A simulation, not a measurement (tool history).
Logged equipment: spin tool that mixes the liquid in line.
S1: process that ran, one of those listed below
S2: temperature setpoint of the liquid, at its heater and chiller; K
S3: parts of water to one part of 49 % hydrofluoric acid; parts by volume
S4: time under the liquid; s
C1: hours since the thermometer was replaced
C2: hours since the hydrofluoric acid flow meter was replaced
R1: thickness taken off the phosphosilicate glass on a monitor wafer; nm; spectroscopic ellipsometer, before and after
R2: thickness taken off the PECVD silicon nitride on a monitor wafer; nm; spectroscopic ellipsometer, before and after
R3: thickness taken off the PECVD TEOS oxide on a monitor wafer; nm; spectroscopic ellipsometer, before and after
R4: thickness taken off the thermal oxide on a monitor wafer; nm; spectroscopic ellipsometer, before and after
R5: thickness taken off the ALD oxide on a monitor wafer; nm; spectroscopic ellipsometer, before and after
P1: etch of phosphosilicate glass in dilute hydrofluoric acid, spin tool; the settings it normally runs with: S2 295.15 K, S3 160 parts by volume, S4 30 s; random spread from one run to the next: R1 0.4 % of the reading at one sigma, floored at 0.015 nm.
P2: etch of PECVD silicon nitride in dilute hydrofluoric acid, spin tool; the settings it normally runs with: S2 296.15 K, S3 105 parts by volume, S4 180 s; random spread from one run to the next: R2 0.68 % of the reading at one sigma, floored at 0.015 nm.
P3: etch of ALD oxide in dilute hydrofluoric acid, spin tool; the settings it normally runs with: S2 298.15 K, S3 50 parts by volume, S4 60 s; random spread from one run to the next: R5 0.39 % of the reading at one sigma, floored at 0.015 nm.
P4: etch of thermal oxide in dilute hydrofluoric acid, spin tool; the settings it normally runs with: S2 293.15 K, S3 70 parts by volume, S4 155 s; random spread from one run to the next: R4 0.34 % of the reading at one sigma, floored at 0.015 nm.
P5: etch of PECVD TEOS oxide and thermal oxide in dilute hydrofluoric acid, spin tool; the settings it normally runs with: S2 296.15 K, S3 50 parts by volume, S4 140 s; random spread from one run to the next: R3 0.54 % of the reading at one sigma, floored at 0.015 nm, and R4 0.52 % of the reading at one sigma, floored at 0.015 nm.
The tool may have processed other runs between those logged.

Run 1, hour 6.5: S1 P1, S2 295.15 K, S3 160 parts by volume, S4 30 s; C1 389.3; C2 493.6. Result: R1 26.850 nm.
Run 2, hour 14.1: S1 P2, S2 296.15 K, S3 105 parts by volume, S4 180 s; C1 396.9; C2 501.2. Result: R2 3.64460 nm.
Run 3, hour 24.1: S1 P1, S2 290.15 K, S3 160 parts by volume, S4 30 s; C1 406.9; C2 511.2. Result: R1 21.956 nm.
Run 4, hour 31.5: S1 P2, S2 296.15 K, S3 105 parts by volume, S4 180 s; C1 414.3; C2 518.6. Result: R2 3.57160 nm.
Run 5, hour 40.8: S1 P5, S2 296.15 K, S3 75 parts by volume, S4 140 s; C1 423.6; C2 527.9. Result: R3 19.4920 nm, R4 8.6484 nm.
Run 6, hour 47.6: S1 P5, S2 296.15 K, S3 50 parts by volume, S4 40 s; C1 430.4; C2 534.7. Result: R3 8.5986 nm, R4 3.8729 nm.
Run 7, hour 55.2: S1 P4, S2 293.15 K, S3 110 parts by volume, S4 155 s; C1 438.0; C2 542.3. Result: R4 5.6702 nm.
Run 8, hour 60.3: S1 P1, S2 295.15 K, S3 160 parts by volume, S4 60 s; C1 443.1; C2 547.4. Result: R1 53.744 nm.
Run 9, hour 69.5: S1 P3, S2 298.15 K, S3 50 parts by volume, S4 15 s; C1 452.3; C2 556.6. Result: R5 3.5628 nm.
Run 10, hour 80.2: S1 P1, S2 295.15 K, S3 60 parts by volume, S4 30 s; C1 463.0; C2 567.3. Result: R1 80.814 nm.
Run 11, hour 86.9: S1 P4, S2 293.15 K, S3 70 parts by volume, S4 305 s; C1 469.7; C2 574.0. Result: R4 18.2250 nm.
Run 12, hour 95.8: S1 P3, S2 298.15 K, S3 50 parts by volume, S4 60 s; C1 478.6; C2 582.9. Result: R5 14.1210 nm.
Run 13, hour 100.8: S1 P1, S2 295.15 K, S3 160 parts by volume, S4 15 s; C1 483.6; C2 587.9. Result: R1 13.459 nm.
Run 14, hour 106.6: S1 P1, S2 295.15 K, S3 160 parts by volume, S4 30 s; C1 489.4; C2 593.7. Result: R1 26.925 nm.
Run 15, hour 114.6: S1 P1, S2 299.15 K, S3 160 parts by volume, S4 30 s; C1 497.4; C2 601.7. Result: R1 31.421 nm.
Run 16, hour 120.3: S1 P1, S2 295.15 K, S3 260 parts by volume, S4 30 s; C1 503.1; C2 607.4. Result: R1 14.959 nm.
Run 17, hour 127.0: S1 P3, S2 298.15 K, S3 90 parts by volume, S4 60 s; C1 509.8; C2 614.1. Result: R5 7.4889 nm.
Run 18, hour 135.3: S1 P5, S2 296.15 K, S3 50 parts by volume, S4 140 s; C1 518.1; C2 622.4. Result: R3 30.2200 nm, R4 13.4490 nm.
Run 19, hour 142.5: S1 P1, S2 295.15 K, S3 160 parts by volume, S4 30 s; C1 525.3; C2 629.6. Result: R1 27.102 nm.
Run 20, hour 153.1: S1 P1, S2 295.15 K, S3 160 parts by volume, S4 30 s; C1 535.9; C2 640.2. Result: R1 26.871 nm.
Run 21, hour 162.2: S1 P3, S2 298.15 K, S3 50 parts by volume, S4 60 s; C1 545.0; C2 649.3. Result: R5 14.1270 nm.
Run 22, hour 170.3: S1 P4, S2 293.15 K, S3 70 parts by volume, S4 155 s; C1 553.1; C2 657.4. Result: R4 9.2444 nm.
Run 23, hour 180.4: S1 P4, S2 301.15 K, S3 70 parts by volume, S4 155 s; C1 563.2; C2 667.5. Result: R4 12.8520 nm.
Run 24, hour 190.9: S1 P2, S2 296.15 K, S3 55 parts by volume, S4 180 s; C1 573.7; C2 678.0. Result: R2 6.71530 nm.
Run 25, hour 201.2: S1 P1, S2 295.15 K, S3 160 parts by volume, S4 30 s; C1 584.0; C2 688.3. Result: R1 26.740 nm.
Run 26, hour 211.6: S1 P2, S2 303.65 K, S3 105 parts by volume, S4 180 s; C1 594.4; C2 698.7. Result: R2 5.86770 nm.
Run 27, hour 221.1: S1 P1, S2 302.65 K, S3 60 parts by volume, S4 30 s; C1 603.9; C2 708.2. Result: R1 109.680 nm.
Run 28, hour 230.5: S1 P5, S2 300.15 K, S3 50 parts by volume, S4 140 s; C1 613.3; C2 717.6. Result: R3 34.8830 nm, R4 15.9720 nm.
Run 29, hour 238.6: S1 P3, S2 303.15 K, S3 50 parts by volume, S4 60 s; C1 621.4; C2 725.7. Result: R5 17.4250 nm.
Run 30, hour 246.6: S1 P4, S2 293.15 K, S3 70 parts by volume, S4 155 s; C1 629.4; C2 733.7. Result: R4 9.3229 nm.
Run 31, hour 252.6: S1 P2, S2 296.15 K, S3 105 parts by volume, S4 15 s; C1 635.4; C2 739.7. Result: R2 0.29091 nm.
Run 32, hour 257.9: S1 P1, S2 295.15 K, S3 160 parts by volume, S4 30 s; C1 640.7; C2 745.0. Result: R1 26.848 nm.
Run 33, hour 266.6: S1 P1, S2 295.15 K, S3 160 parts by volume, S4 30 s; C1 649.4; C2 753.7. Result: R1 27.670 nm.
Run 34, hour 274.2: S1 P1, S2 295.15 K, S3 160 parts by volume, S4 30 s; C1 657.0; C2 761.3. Result: R1 28.202 nm.
Run 35, hour 281.3: S1 P1, S2 295.15 K, S3 160 parts by volume, S4 30 s; C1 664.1; C2 768.4. Result: R1 28.590 nm.
Run 36, hour 288.0: S1 P1, S2 295.15 K, S3 160 parts by volume, S4 30 s; C1 670.8; C2 775.1. Result: R1 28.909 nm.
Run 37, hour 296.2: S1 P1, S2 295.15 K, S3 160 parts by volume, S4 30 s; C1 679.0; C2 783.3. Result: R1 29.191 nm.
Run 38, hour 306.0: S1 P1, S2 295.15 K, S3 160 parts by volume, S4 30 s; C1 688.8; C2 793.1. Result: R1 29.090 nm.
Run 39, hour 313.3: S1 P1, S2 295.15 K, S3 160 parts by volume, S4 30 s; C1 696.1; C2 800.4. Result: R1 29.348 nm.
Run 40, hour 318.9: S1 P1, S2 295.15 K, S3 160 parts by volume, S4 30 s; C1 701.7; C2 806.0. Result: R1 29.521 nm.
Run 41, hour 324.8: S1 P1, S2 295.15 K, S3 160 parts by volume, S4 30 s; C1 707.6; C2 811.9. Result: R1 29.445 nm.
Run 42, hour 334.9: S1 P1, S2 295.15 K, S3 160 parts by volume, S4 30 s; C1 717.7; C2 822.0. Result: R1 29.691 nm.
Run 43, hour 343.9: S1 P1, S2 295.15 K, S3 160 parts by volume, S4 30 s; C1 726.7; C2 831.0. Result: R1 29.640 nm.

Something has made what P1 gives creep away from where it was; the 2 causes below, each at its own stated size, fit the log equally well:
A: liquid hotter than its thermometer reads (K) = 2.39
B: hydrofluoric acid flow above the setpoint (%) = 8.15
The process output started creeping at around hour 257.9.

Which of the 4 check runs listed below separates the causes, so that each cause would produce a clearly different result? Each run uses one wafer, and its results are marked with question marks.
Run check 1, hour 352.9: S1 P5, S2 299.65 K, S3 50 parts by volume, S4 55 s. Result: R3 ?, R4 ?.
Run check 2, hour 352.9: S1 P2, S2 296.15 K, S3 55 parts by volume, S4 180 s. Result: R2 ?.
Run check 3, hour 352.9: S1 P4, S2 299.65 K, S3 70 parts by volume, S4 290 s. Result: R4 ?.
Run check 4, hour 352.9: S1 P3, S2 298.15 K, S3 80 parts by volume, S4 15 s. Result: R5 ?.

Expected result of each check under each candidate cause:
  check  result     if A     if B
check 1      R3  14.9580  14.7830
check 1      R4   6.6964   6.6179
check 2      R2  7.95070  7.31000
check 3      R4  24.8870  24.6840
check 4      R5   2.3356   2.3168
How far apart the two closest causes lie, in the result that separates them most: check 1 1.18 %; check 2 8.4 %; check 3 0.82 %; check 4 0.81 %
Only in check 2 would the causes give clearly different results; in the remaining checks their results would be nearly the same.

The results of check 2 are: R2 8.05880 nm. Based on these, which of the listed causes is it?

A is the cause: liquid hotter than its thermometer reads (K).
